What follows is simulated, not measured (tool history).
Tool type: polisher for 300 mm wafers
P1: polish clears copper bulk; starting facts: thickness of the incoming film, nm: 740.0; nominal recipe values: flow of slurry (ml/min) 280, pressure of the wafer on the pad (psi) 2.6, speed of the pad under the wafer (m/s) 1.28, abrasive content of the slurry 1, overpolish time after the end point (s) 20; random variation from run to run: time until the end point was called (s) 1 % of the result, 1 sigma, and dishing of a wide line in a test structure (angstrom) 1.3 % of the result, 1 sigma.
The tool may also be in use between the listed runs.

| run | hour | flow of slurry (ml/min) | pressure of the wafer on the pad (psi) | speed of the pad under the wafer (m/s) | abrasive content of the slurry | overpolish time after the end point (s) | wafers polished on this pad | hours since the slurry nozzle was cleaned | hours since the head pressure was calibrated | hours since the slurry blender was calibrated | time until the end point was called (s) | dishing of a wide line in a test structure (angstrom) |
|---|---|---|---|---|---|---|---|---|---|---|---|---|
| 1 | 9.6 | 280 | 2.6 | 1.28 | 1 | 20 | 518 | 246.9 | 223.2 | 103.3 | 65.746 | 973.69 |
| 2 | 17.1 | 280 | 2.6 | 1.28 | 1 | 20 | 567 | 254.4 | 230.7 | 110.8 | 64.05 | 955.14 |
| 3 | 29.7 | 280 | 2.6 | 0.58 | 1 | 20 | 649 | 267 | 243.3 | 123.4 | 142.98 | 610.05 |
| 4 | 37.3 | 280 | 2.6 | 0.88 | 1.4 | 20 | 698 | 274.6 | 250.9 | 131 | 87.806 | 816.31 |
|  | 43 | worn pad replaced by a new one |
|  | 47.2 | slurry blender recalibrated |
| 5 | 48.7 | 280 | 2.6 | 1.28 | 1 | 20 | 37 | 286 | 262.3 | 1.5 | 64.78 | 961.35 |
|  | 58.2 | slurry nozzle cleaned |
| 6 | 58.5 | 280 | 2.6 | 1.76 | 1 | 20 | 100 | 0.3 | 272.1 | 11.3 | 47.866 | 1109.8 |
| 7 | 69 | 280 | 2.6 | 1.28 | 1 | 6 | 169 | 10.8 | 282.6 | 21.8 | 64.884 | 438.3 |
| 8 | 76.4 | 280 | 2.6 | 1.28 | 1 | 20 | 217 | 18.2 | 290 | 29.2 | 65.747 | 945.88 |
| 9 | 84.8 | 280 | 2.6 | 1.28 | 1 | 30 | 271 | 26.6 | 298.4 | 37.6 | 66.064 | 1153.3 |
| 10 | 94.9 | 280 | 2.6 | 1.28 | 0.7 | 20 | 337 | 36.7 | 308.5 | 47.7 | 70.188 | 929.32 |
| 11 | 102.5 | 170 | 2.6 | 1.28 | 1 | 20 | 386 | 44.3 | 316.1 | 55.3 | 70.026 | 916.32 |
| 12 | 111.8 | 280 | 2.6 | 1.28 | 1 | 20 | 446 | 53.6 | 325.4 | 64.6 | 65.159 | 968.5 |
| 13 | 118.8 | 280 | 2.6 | 1.28 | 1 | 20 | 492 | 60.6 | 332.4 | 71.6 | 64.922 | 974.52 |
| 14 | 124.4 | 355 | 2.6 | 1.28 | 1 | 20 | 528 | 66.2 | 338 | 77.2 | 64.045 | 960.02 |
| 15 | 135.3 | 280 | 2.6 | 1.28 | 1.35 | 20 | 599 | 77.1 | 348.9 | 88.1 | 60.572 | 983.5 |
|  | 140.6 | head pressure recalibrated |
| 16 | 146.8 | 280 | 1.3 | 1.28 | 1 | 20 | 673 | 88.6 | 6.3 | 99.6 | 128.87 | 583.93 |
| 17 | 154.5 | 280 | 4 | 1.28 | 1 | 20 | 723 | 96.3 | 14 | 107.3 | 41.944 | 1287.7 |
| 18 | 161.2 | 280 | 2.6 | 1.28 | 1 | 20 | 767 | 103 | 20.7 | 114 | 64.66 | 987.16 |
| 19 | 172.9 | 280 | 2.6 | 1.28 | 1 | 20 | 843 | 114.7 | 32.4 | 125.7 | 67.094 | 955.1 |
| 20 | 179.3 | 280 | 2.6 | 1.28 | 1 | 20 | 884 | 121.1 | 38.8 | 132.1 | 66.024 | 948.41 |
| 21 | 186.4 | 280 | 2.6 | 1.28 | 1 | 20 | 930 | 128.2 | 45.9 | 139.2 | 67.085 | 937.37 |
| 22 | 197.8 | 280 | 2.6 | 1.28 | 1 | 20 | 1004 | 139.6 | 57.3 | 150.6 | 67.26 | 937.74 |
| 23 | 203.7 | 280 | 2.6 | 1.28 | 1 | 20 | 1043 | 145.5 | 63.2 | 156.5 | 67.416 | 950.87 |
|  | 209.1 | worn pad replaced by a new one |
|  | 213.5 | head pressure recalibrated |
| 24 | 215.3 | 280 | 2.6 | 1.28 | 1 | 20 | 40 | 157.1 | 1.9 | 168.1 | 68.435 | 933.89 |
| 25 | 225.1 | 280 | 2.6 | 1.28 | 1 | 20 | 103 | 166.9 | 11.7 | 177.9 | 68.209 | 943.09 |
| 26 | 234.8 | 280 | 2.6 | 1.28 | 1 | 20 | 166 | 176.6 | 21.4 | 187.6 | 69.366 | 943.68 |
| 27 | 244.2 | 280 | 2.6 | 1.28 | 1 | 20 | 227 | 186 | 30.8 | 197 | 68.427 | 958.65 |
| 28 | 255.7 | 280 | 2.6 | 1.28 | 1 | 20 | 302 | 197.5 | 42.3 | 208.5 | 69.252 | 947.82 |

The log shows P1 creeping away from where it was. Any of the 2 causes listed here, at the size stated for it, fits the log just as well as the others:
A: slurry flow missing at the pad, % = 38.2
B: abrasive missing from the slurry, % = 24.2
The drift started at roughly hour 161.2.
Excluded causes, each with its reason:
removal rate lost through wear of the pad, %: its service at hour 209.1 followed the start of the drift and did not put the process back to its old value
head's pressure below its setpoint, %: its service at hour 213.5 followed the start of the drift and did not put the process back to its old value

The 4 check runs listed below each average the results of 5 wafers, and their outcomes are marked with question marks. Under which run would the listed causes produce clearly different results?
| check 1 | 267.2 | 280 | 2.6 | 0.64 | 1 | 20 |  |  |  |  | ? | ? |
| check 2 | 267.2 | 280 | 1.4 | 0.64 | 1 | 20 |  |  |  |  | ? | ? |
| check 3 | 267.2 | 280 | 1.7 | 0.78 | 1 | 20 |  |  |  |  | ? | ? |
| check 4 | 267.2 | 170 | 2.6 | 1.28 | 1 | 20 |  |  |  |  | ? | ? |

If the cause were each of the candidates in turn, the checks would give the following:
| check | result | if A | if B |
|---|---|---|---|
| check 1 | time until the end point was called (s) | 137.65 | 137.67 |
| check 1 | dishing of a wide line in a test structure (angstrom) | 618.21 | 618.15 |
| check 2 | time until the end point was called (s) | 255.64 | 255.67 |
| check 2 | dishing of a wide line in a test structure (angstrom) | 364.48 | 364.45 |
| check 3 | time until the end point was called (s) | 172.74 | 172.76 |
| check 3 | dishing of a wide line in a test structure (angstrom) | 501.2 | 501.15 |
| check 4 | time until the end point was called (s) | 75.706 | 73.16 |
| check 4 | dishing of a wide line in a test structure (angstrom) | 897.89 | 913.98 |
Gap, in per cent, between the two causes that each check separates least, read from the result that separates them most: check 1 0.01 %; check 2 0.01 %; check 3 0.01 %; check 4 3.42 %
Only in check 4 would the causes give clearly different results; in the remaining checks their results would be nearly the same.

Check 4 was carried out, with these results: time until the end point was called (s) 76.186; dishing of a wide line in a test structure (angstrom) 896.22. Which of the listed causes is responsible?

Of the candidate causes, it is A: slurry flow missing at the pad, %.
